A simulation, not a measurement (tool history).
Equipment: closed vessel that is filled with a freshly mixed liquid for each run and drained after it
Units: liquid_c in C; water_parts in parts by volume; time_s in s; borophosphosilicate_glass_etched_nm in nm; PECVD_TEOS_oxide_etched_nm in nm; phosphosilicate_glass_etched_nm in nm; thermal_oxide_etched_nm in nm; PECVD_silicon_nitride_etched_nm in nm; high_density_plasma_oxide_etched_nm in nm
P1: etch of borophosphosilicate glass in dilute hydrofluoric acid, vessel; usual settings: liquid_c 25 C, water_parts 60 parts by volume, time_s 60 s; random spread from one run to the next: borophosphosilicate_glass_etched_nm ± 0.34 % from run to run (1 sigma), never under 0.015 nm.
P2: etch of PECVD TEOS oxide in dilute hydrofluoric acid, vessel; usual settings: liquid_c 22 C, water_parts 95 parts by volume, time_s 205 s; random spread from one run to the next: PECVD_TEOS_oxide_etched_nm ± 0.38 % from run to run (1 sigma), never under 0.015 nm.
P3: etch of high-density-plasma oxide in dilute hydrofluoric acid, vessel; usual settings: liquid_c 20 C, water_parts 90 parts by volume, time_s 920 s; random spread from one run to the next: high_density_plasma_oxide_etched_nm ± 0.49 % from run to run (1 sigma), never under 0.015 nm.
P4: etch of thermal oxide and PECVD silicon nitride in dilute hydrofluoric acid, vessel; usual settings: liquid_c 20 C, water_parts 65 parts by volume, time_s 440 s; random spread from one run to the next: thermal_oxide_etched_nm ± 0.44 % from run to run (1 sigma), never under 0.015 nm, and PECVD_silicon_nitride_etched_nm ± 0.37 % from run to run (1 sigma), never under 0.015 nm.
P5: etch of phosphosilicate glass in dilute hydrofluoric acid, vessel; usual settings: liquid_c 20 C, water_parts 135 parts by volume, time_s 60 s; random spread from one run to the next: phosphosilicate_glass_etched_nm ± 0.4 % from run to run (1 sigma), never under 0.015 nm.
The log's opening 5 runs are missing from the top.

| run | hour | process | liquid_c | water_parts | time_s | hours since the thermometer was replaced | hours since the hydrofluoric acid flow meter was replaced | borophosphosilicate_glass_etched_nm | PECVD_TEOS_oxide_etched_nm | phosphosilicate_glass_etched_nm | thermal_oxide_etched_nm | PECVD_silicon_nitride_etched_nm | high_density_plasma_oxide_etched_nm |
|---|---|---|---|---|---|---|---|---|---|---|---|---|---|
| 6 | 62.6 | P1 | 25 | 60 | 60 | 649.3 | 499 | 69.707 |  |  |  |  |  |
| 7 | 70.7 | P1 | 25 | 25 | 60 | 657.4 | 507.1 | 174.09 |  |  |  |  |  |
| 8 | 85.5 | P1 | 32.5 | 60 | 60 | 672.2 | 521.9 | 93.53 |  |  |  |  |  |
| 9 | 93.6 | P1 | 28.5 | 60 | 95 | 680.3 | 530 | 126.78 |  |  |  |  |  |
| 10 | 109.6 | P1 | 25 | 60 | 30 | 696.3 | 546 | 34.732 |  |  |  |  |  |
| 11 | 124.7 | P3 | 20 | 20 | 920 | 711.4 | 561.1 |  |  |  |  |  | 240.93 |
| 12 | 136.7 | P1 | 25 | 60 | 120 | 723.4 | 573.1 | 138.48 |  |  |  |  |  |
| 13 | 145.1 | P2 | 28 | 95 | 205 | 731.8 | 581.5 |  | 25.286 |  |  |  |  |
|  | 154.6 | hydrofluoric acid flow meter replaced |
| 14 | 158.3 | P1 | 25 | 60 | 60 | 745 | 3.8 | 69.461 |  |  |  |  |  |
| 15 | 169.8 | P2 | 22 | 170 | 205 | 756.5 | 15.3 |  | 10.179 |  |  |  |  |
| 16 | 186.6 | P4 | 20 | 65 | 825 | 773.3 | 32.1 |  |  |  | 52.884 | 53.136 |  |
| 17 | 194.4 | P3 | 24 | 90 | 920 | 781.1 | 39.9 |  |  |  |  |  | 58.072 |
| 18 | 211.7 | P3 | 20 | 90 | 515 | 798.4 | 57.2 |  |  |  |  |  | 27.533 |
| 19 | 224 | P5 | 17 | 135 | 60 | 810.7 | 69.5 |  |  | 25.706 |  |  |  |
| 20 | 240.2 | P5 | 20 | 135 | 60 | 826.9 | 85.7 |  |  | 28.998 |  |  |  |
| 21 | 249.4 | P5 | 20 | 135 | 30 | 836.1 | 94.9 |  |  | 14.597 |  |  |  |
| 22 | 259.6 | P1 | 25 | 95 | 60 | 846.3 | 105.1 | 41.956 |  |  |  |  |  |

For run 23, what comes out?
| 23 | 274.5 | P3 | 20 | 90 | 920 | 861.2 | 120 |  |  |  |  |  | ? |

high_density_plasma_oxide_etched_nm: 49.035 nm

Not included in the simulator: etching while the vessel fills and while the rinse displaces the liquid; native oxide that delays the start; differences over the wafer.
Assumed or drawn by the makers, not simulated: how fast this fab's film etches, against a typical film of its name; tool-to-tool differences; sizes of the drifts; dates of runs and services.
